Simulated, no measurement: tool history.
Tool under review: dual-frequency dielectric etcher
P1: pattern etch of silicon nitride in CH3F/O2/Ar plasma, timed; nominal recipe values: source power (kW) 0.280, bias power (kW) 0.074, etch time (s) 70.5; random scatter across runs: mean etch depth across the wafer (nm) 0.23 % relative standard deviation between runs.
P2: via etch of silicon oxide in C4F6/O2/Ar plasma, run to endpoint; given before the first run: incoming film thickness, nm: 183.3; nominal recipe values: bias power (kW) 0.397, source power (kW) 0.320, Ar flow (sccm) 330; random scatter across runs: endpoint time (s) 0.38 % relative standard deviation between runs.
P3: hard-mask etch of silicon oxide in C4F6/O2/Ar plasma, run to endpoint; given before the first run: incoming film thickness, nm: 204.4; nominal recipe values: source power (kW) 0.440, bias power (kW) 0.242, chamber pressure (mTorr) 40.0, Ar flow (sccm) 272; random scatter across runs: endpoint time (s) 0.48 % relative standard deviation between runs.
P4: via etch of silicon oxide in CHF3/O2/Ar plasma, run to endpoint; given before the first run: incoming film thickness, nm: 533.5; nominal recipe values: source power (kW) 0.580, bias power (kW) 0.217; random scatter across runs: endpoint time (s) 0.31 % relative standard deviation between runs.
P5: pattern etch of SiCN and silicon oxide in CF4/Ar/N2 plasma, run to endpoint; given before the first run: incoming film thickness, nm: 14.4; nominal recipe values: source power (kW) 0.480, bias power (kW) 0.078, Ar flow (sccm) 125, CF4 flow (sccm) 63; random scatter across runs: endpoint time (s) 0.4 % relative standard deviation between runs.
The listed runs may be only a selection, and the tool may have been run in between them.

run	hour	process that ran	source power (kW)	bias power (kW)	etch time (s)	chamber pressure (mTorr)	Ar flow (sccm)	CF4 flow (sccm)	hours since the last wet clean	hours since the last source power generator calibration	hours since the last bias power generator calibration	mean etch depth across the wafer (nm)	endpoint time (s)
1	9.9	P1	0.280	0.074	70.5				291.0	2444.7	3215.7	42.163	
2	20.6	P3	0.440	0.242		40.0	178		301.7	2455.4	3226.4		53.749
3	27.1	P3	0.440	0.242		49.5	272		308.2	2461.9	3232.9		58.553
4	34.3	P5	0.480	0.057			125	63	315.4	2469.1	3240.1		17.936
5	47.2	P5	0.480	0.078			98	63	328.3	2482.0	3253.0		15.468
6	58.4	P1	0.280	0.074	70.5				339.5	2493.2	3264.2	42.125	
7	65.9	P4	0.720	0.217					347.0	2500.7	3271.7		230.290
8	76.2	P1	0.350	0.074	70.5				357.3	2511.0	3282.0	45.968	
9	86.5	P5	0.480	0.078			125	63	367.6	2521.3	3292.3		16.051
10	99.3	P1	0.340	0.074	39.0				380.4	2534.1	3305.1	25.065	
11	112.0	P4	0.580	0.217					393.1	2546.8	3317.8		251.000
12	119.3	P3	0.620	0.242		40.0	272		400.4	2554.1	3325.1		49.987
13	131.3	P5	0.480	0.078			125	79	412.4	2566.1	3337.1		15.528
14	143.6	P2	0.210	0.397			330		424.7	2578.4	3349.4		55.411
15	150.2	P2	0.320	0.397			330		431.3	2585.0	3356.0		47.463
16	162.1	P1	0.280	0.074	70.5				443.2	2596.9	3367.9	42.039	
17	173.9	P4	0.580	0.130					455.0	2608.7	3379.7		295.460
18	186.4	P1	0.280	0.074	88.0				467.5	2621.2	3392.2	52.619	

Run 19 has not been measured yet. What should we expect?
19	192.7	P1	0.340	0.074	103.0				473.8	2627.5	3398.5	?	

mean etch depth across the wafer (nm): 66.564

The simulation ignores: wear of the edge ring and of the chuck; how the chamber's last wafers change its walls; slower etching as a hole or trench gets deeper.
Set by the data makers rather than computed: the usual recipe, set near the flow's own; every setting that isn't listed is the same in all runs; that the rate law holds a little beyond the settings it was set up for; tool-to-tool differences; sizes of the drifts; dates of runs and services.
